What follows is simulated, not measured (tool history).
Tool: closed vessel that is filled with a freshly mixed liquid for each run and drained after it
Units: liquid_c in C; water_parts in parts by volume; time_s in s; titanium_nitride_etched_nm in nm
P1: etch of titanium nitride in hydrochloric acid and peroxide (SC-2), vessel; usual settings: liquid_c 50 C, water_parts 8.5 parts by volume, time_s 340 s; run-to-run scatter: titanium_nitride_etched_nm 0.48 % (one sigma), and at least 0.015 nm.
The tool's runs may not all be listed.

run    day  liquid_c  water_parts  time_s  hours since the thermometer was replaced  hours since the chemicals flow meter was replaced  hours since the drum of peroxide was connected  titanium_nitride_etched_nm
  1  0.188        50          8.5     340                                     370.3                                              575.5                                           155.9                      13.795
  2  0.325        50          8.5     340                                     373.6                                              578.8                                           159.2                      13.797
  3  0.454      56.5          8.5     135                                     376.7                                              581.9                                           162.3                      8.3632
  4  0.629        50            4     340                                     380.9                                              586.1                                           166.5                      24.123
  5  0.858        58           12     340                                     386.4                                              591.6                                             172                      17.362
  6  1.071        50           13      95                                     391.5                                              596.7                                           177.1                      2.6944
     1.075  -- chemicals flow meter replaced
  7  1.262        50          8.5     680                                     396.1                                                4.5                                           181.7                      27.622
  8  1.375        65          8.5     340                                     398.8                                                7.2                                           184.4                      35.704
  9    1.6        50          8.5     340                                     404.2                                               12.6                                           189.8                      13.644
 10  1.817        50           14     340                                     409.4                                               17.8                                             195                      9.0812
 11  2.071        50          8.5     340                                     415.5                                               23.9                                           201.1                      13.805
 12  2.254        35          8.5     340                                     419.9                                               28.3                                           205.5                      4.8548
 13    2.5        50          8.5     120                                     425.8                                               34.2                                           211.4                      4.9019
 14  2.679        50          8.5     340                                     430.1                                               38.5                                           215.7                       13.69
 15  2.896        50          8.5     340                                     435.3                                               43.7                                           220.9                       14.35
 16  3.117        50          8.5     340                                     440.6                                                 49                                           226.2                      14.572
 17  3.275        50          8.5     340                                     444.4                                               52.8                                             230                      14.714
 18  3.408        50          8.5     340                                     447.6                                                 56                                           233.2                      14.639
 19  3.521        50          8.5     340                                     450.3                                               58.7                                           235.9                      14.797
 20  3.662        50          8.5     340                                     453.7                                               62.1                                           239.3                      14.815
 21  3.833        50          8.5     340                                     457.8                                               66.2                                           243.4                      14.844
 22  4.029        50          8.5     340                                     462.5                                               70.9                                           248.1                      14.872

What P1 gives has crept away from where it was. These 2 causes fit the log equally well, each at the size given:
A: chemicals flow above the setpoint (%) = 9.71
B: liquid hotter than its thermometer reads (K) = 1.12
The creep began at about day 2.679.
Why every other cause is out:
peroxide weaker than its label (%): at most 8, which would move titanium_nitride_etched_nm by -7.3 %: too little, or the wrong way

4 check runs are offered, each on 3 wafers whose results are averaged, their results left as question marks. Which one tells the causes apart?
check 1  4.225      62.5            5     340                                                                                                                                                                        ?
check 2  4.225        50         13.5     595                                                                                                                                                                        ?
check 3  4.225        64          8.5     605                                                                                                                                                                        ?
check 4  4.225        35            4     340                                                                                                                                                                        ?

What each check would give under each cause:
  check                      result    if A    if B
check 1  titanium_nitride_etched_nm  49.185  49.363
check 2  titanium_nitride_etched_nm  17.685  17.582
check 3  titanium_nitride_etched_nm  64.562   64.18
check 4  titanium_nitride_etched_nm  8.9704  9.1609
How far apart the two closest causes lie, in the result that separates them most: check 1 0.36 %; check 2 0.58 %; check 3 0.59 %; check 4 2.1 %
Check 4 tells the causes apart: in the others they would give nearly the same result.

Check 4 was then run and gave: titanium_nitride_etched_nm 9.176 nm. Which cause is it?

It is B: liquid hotter than its thermometer reads (K).
